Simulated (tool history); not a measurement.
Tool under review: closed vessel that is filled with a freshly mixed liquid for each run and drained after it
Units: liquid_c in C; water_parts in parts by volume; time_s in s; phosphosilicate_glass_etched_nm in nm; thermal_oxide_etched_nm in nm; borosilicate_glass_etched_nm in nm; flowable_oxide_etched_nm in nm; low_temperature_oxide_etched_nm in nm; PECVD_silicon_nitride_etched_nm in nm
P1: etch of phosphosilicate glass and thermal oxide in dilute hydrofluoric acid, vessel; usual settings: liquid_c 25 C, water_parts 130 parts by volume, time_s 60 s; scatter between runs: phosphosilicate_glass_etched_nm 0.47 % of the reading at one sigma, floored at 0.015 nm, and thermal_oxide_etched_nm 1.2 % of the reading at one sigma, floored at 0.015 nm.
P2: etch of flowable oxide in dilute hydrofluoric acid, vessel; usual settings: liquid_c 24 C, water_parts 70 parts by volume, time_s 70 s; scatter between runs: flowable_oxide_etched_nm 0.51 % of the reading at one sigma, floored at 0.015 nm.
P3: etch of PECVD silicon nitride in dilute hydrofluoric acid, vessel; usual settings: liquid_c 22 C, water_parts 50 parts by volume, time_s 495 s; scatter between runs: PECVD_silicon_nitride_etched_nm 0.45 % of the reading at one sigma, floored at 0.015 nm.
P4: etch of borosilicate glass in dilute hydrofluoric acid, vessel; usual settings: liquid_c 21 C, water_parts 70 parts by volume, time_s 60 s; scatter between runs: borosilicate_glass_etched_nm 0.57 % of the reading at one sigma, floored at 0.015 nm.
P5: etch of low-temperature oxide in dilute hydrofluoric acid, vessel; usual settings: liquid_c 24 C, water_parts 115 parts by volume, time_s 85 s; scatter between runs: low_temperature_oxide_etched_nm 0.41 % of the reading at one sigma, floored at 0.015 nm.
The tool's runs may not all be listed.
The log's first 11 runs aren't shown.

run   hour  process  liquid_c  water_parts  time_s  phosphosilicate_glass_etched_nm  thermal_oxide_etched_nm  borosilicate_glass_etched_nm  flowable_oxide_etched_nm  low_temperature_oxide_etched_nm  PECVD_silicon_nitride_etched_nm
 12     73       P3        22           50      40                                                                                                                                                                              2.4254
 13   78.2       P3        22           50     495                                                                                                                                                                              29.695
 14   85.1       P1        25          130     120                           78.721                   4.4006
 15   89.6       P2        24          125      70                                                                                                            17.336
 16   96.2       P2        24           70     135                                                                                                            63.907
 17  103.1       P1        19           85      60                           49.775                   2.7382
 18  108.5       P1        25           75      60                           72.861                   3.9888
 19  114.9       P3        22           50     495                                                                                                                                                                              29.448
 20    120       P5        24          115      85                                                                                                                                             9.7688
 21  125.4       P2        32           70      70                                                                                                            44.669
 22  131.7       P1      19.5          130      30                           15.983                  0.86881

For run 23, what comes out?
 23  138.5       P5        24          115      30                                                                                                                                                  ?

{"run 23": {"low_temperature_oxide_etched_nm": 3.4237}}
